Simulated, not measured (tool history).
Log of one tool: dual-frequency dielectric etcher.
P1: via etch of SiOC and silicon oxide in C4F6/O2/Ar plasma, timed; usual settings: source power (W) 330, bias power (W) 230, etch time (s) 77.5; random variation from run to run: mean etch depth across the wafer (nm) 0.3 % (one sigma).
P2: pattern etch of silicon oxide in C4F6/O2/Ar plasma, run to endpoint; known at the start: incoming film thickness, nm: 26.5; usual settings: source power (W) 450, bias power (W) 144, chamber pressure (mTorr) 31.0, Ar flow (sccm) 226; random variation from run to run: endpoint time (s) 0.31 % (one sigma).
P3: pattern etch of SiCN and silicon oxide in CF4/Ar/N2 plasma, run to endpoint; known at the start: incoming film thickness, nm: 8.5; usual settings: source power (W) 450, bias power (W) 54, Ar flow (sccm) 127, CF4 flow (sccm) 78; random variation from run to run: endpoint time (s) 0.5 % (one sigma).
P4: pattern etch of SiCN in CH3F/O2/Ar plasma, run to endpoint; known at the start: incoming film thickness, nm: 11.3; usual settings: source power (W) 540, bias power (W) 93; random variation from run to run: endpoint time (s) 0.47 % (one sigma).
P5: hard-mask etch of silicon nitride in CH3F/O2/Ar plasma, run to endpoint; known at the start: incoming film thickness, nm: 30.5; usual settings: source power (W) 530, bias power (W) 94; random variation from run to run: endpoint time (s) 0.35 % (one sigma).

run	hour	process that ran	source power (W)	bias power (W)	etch time (s)	chamber pressure (mTorr)	Ar flow (sccm)	CF4 flow (sccm)	hours since the last wet clean	hours since the last source power generator calibration	hours since the last bias power generator calibration	mean etch depth across the wafer (nm)	endpoint time (s)
1	12.6	P1	330	230	77.5				206.7	897.4	1444.3	87.314	
2	23.6	P1	240	230	77.5				217.7	908.4	1455.3	77.705	
3	29.8	P2	450	144		37.5	226		223.9	914.6	1461.5		8.4747
4	36.9	P4	540	116					231.0	921.7	1468.6		23.8130
5	48.1	P1	330	163	77.5				242.2	932.9	1479.8	78.295	
6	58.6	P2	450	144		31.0	226		252.7	943.4	1490.3		8.2620
7	67.7	P2	450	105		31.0	226		261.8	952.5	1499.4		9.0988
8	78.8	P1	410	230	77.5				272.9	963.6	1510.5	94.995	
9	85.9	P3	450	71			127	78	280.0	970.7	1517.6		10.1230
10	95.7	P4	540	93					289.8	980.5	1527.4		25.9290
11	106.2	P1	330	230	77.5				300.3	991.0	1537.9	87.773	
12	119.3	P3	450	54			168	78	313.4	1004.1	1551.0		11.5530
13	125.7	P1	330	230	77.5				319.8	1010.5	1557.4	87.729	
14	137.2	P3	450	54			127	60	331.3	1022.0	1568.9		11.5610
15	145.4	P2	360	144		31.0	226		339.5	1030.2	1577.1		9.0526
16	157.5	P1	330	230	105.0				351.6	1042.3	1589.2	117.920	
17	168.5	P5	640	94					362.6	1053.3	1600.2		34.1540
18	180.8	P1	330	317	77.5				374.9	1065.6	1612.5	98.088	
19	188.3	P1	280	230	42.5				382.4	1073.1	1620.0	45.002	
20	194.2	P1	330	230	46.0				388.3	1079.0	1625.9	51.984	
21	202.7	P2	450	144		31.0	226		396.8	1087.5	1634.4		8.2504
22	214.8	P5	530	94					408.9	1099.6	1646.5		36.4540
23	227.1	P4	540	93					421.2	1111.9	1658.8		25.9800
24	238.2	P3	450	54			127	78	432.3	1123.0	1669.9		11.0240
25	246.9	P2	450	144		31.0	282		441.0	1131.7	1678.6		8.4653
26	253.3	P1	330	230	77.5				447.4	1138.1	1685.0	88.147	
27	262.4	P4	740	93					456.5	1147.2	1694.1		22.8710
28	271.8	P5	530	74					465.9	1156.6	1703.5		39.5170
29	279.1	P1	330	162	53.0				473.2	1163.9	1710.8	53.334	
30	289.0	P5	530	94					483.1	1173.8	1720.7		36.4940
31	299.5	P3	580	54			127	78	493.6	1184.3	1731.2		8.8383
32	312.6	P1	330	230	77.5				506.7	1197.4	1744.3	87.583	
33	324.5	P1	330	230	77.5				518.6	1209.3	1756.2	88.103	
34	334.4	P1	330	230	77.5				528.5	1219.2	1766.1	88.404	
35	345.4	P1	330	230	77.5				539.5	1230.2	1777.1	88.648	
36	353.6	P1	330	230	77.5				547.7	1238.4	1785.3	88.428	
37	360.9	P1	330	230	77.5				555.0	1245.7	1792.6	88.365	
38	371.6	P1	330	230	77.5				565.7	1256.4	1803.3	88.642	
# hour 375.6: wet clean of the chamber
39	384.7	P1	330	230	77.5				9.1	1269.5	1816.4	89.204	
40	392.1	P1	330	230	77.5				16.5	1276.9	1823.8	88.706	
41	404.2	P1	330	230	77.5				28.6	1289.0	1835.9	88.849	
42	416.1	P1	330	230	77.5				40.5	1300.9	1847.8	88.928	
43	429.4	P1	330	230	77.5				53.8	1314.2	1861.1	88.928	

What P1 gives has crept away from where it was. These 2 causes fit the log equally well, each at the size given:
A: source power that arrives over what is set, % = 3.97
B: bias power that arrives over what is set, % = 4.41
The creep began at about hour 312.6.
Why every other cause is out:
chamber walls in a state that raises the etch rate, %: serviced at hour 375.6, which brought nothing back

4 check runs are offered, each on 3 wafers whose results are averaged, their results left as question marks. Which one tells the causes apart?
check 1	442.7	P2	450	144		31.0	226						?
check 2	442.7	P3	450	54			127	78					?
check 3	442.7	P5	530	94									?
check 4	442.7	P4	540	93									?

What each check would give under each cause:
check	result	if A	if B
check 1	endpoint time (s)	8.1413	8.1619
check 2	endpoint time (s)	10.6800	10.9020
check 3	endpoint time (s)	36.0230	35.9950
check 4	endpoint time (s)	25.4070	25.3740
How far apart the two closest causes lie, in the result that separates them most: check 1 0.25 %; check 2 2.06 %; check 3 0.08 %; check 4 0.13 %
Only check 2 tells the causes apart: in the others they would give nearly the same result.

Check 2 was then run and gave: endpoint time (s) 10.6940. Which cause is it?

It is A: source power that arrives over what is set, %.
